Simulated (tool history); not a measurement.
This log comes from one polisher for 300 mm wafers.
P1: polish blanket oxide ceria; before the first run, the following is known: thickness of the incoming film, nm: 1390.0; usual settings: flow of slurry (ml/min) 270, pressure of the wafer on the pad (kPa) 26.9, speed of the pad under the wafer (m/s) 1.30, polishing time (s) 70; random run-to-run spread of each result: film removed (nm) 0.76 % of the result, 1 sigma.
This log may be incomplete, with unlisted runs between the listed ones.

run,hour,flow of slurry (ml/min),pressure of the wafer on the pad (kPa),speed of the pad under the wafer (m/s),polishing time (s),film removed (nm)
1,5.0,270,26.9,1.30,70,536.60
2,13.4,160,26.9,1.30,70,501.63
3,21.9,270,26.9,1.78,70,730.12
4,30.0,270,16.5,1.30,70,328.10
5,34.1,270,40.0,1.30,70,792.42
6,39.1,270,37.9,1.30,48,520.54
7,46.8,270,37.9,0.90,70,513.41
8,55.1,375,26.9,1.30,70,552.38
9,62.9,270,26.9,1.30,70,526.52
10,69.3,270,26.9,1.30,70,536.46
11,74.3,270,26.9,0.80,70,326.93
12,81.8,270,26.9,1.30,70,532.86
13,86.8,270,26.9,1.30,70,535.77
14,93.2,270,26.9,1.30,42,320.97
15,98.0,270,26.9,1.30,102,775.51
16,106.5,270,26.9,1.30,70,539.95
17,114.3,270,26.9,1.30,70,518.55
18,122.8,270,26.9,1.30,70,511.82
19,127.8,270,26.9,1.30,70,503.73
20,134.3,270,26.9,1.30,70,512.32
# hour 137.0: head pressure recalibrated
21,141.1,270,26.9,1.30,70,511.08
22,148.2,270,26.9,1.30,70,504.16

P1 has crept away from where it was. The log is fitted equally well by each of these 2 causes, at the sizes shown:
A: removal rate lost through wear of the pad, % = 4.58
B: slurry flow missing at the pad, % = 32.4
The drift started at roughly hour 106.5.
All other causes, with the reason each is excluded:
head's pressure below its setpoint, %: serviced after onset, at hour 137.0, with no recovery of the prior output

You are offered 4 check runs, listed below with question marks in place of their results; each one averages 5 wafers. Which run separates the listed causes by giving clearly different results for each?
check 1,155.3,160,26.9,1.30,70,?
check 2,155.3,270,26.9,1.30,44,?
check 3,155.3,270,37.2,1.30,70,?
check 4,155.3,270,26.9,0.98,70,?

If the cause were each of the candidates in turn, the checks would give the following:
check,result,if A,if B
check 1,film removed (nm),476.29,462.53
check 2,film removed (nm),320.10,320.10
check 3,film removed (nm),705.11,705.13
check 4,film removed (nm),383.89,383.90
Gap, in per cent, between the two causes that each check separates least, read from the result that separates them most: check 1 2.93 %; check 2 0 %; check 3 0 %; check 4 0 %
Of the check runs offered, only check 1 discriminates between the causes; the rest would read about the same regardless of which cause applies.

With check 1 done, the readings were: film removed (nm) 475.63. Identify which of the listed causes applies.

Of the candidate causes, it is A: removal rate lost through wear of the pad, %.
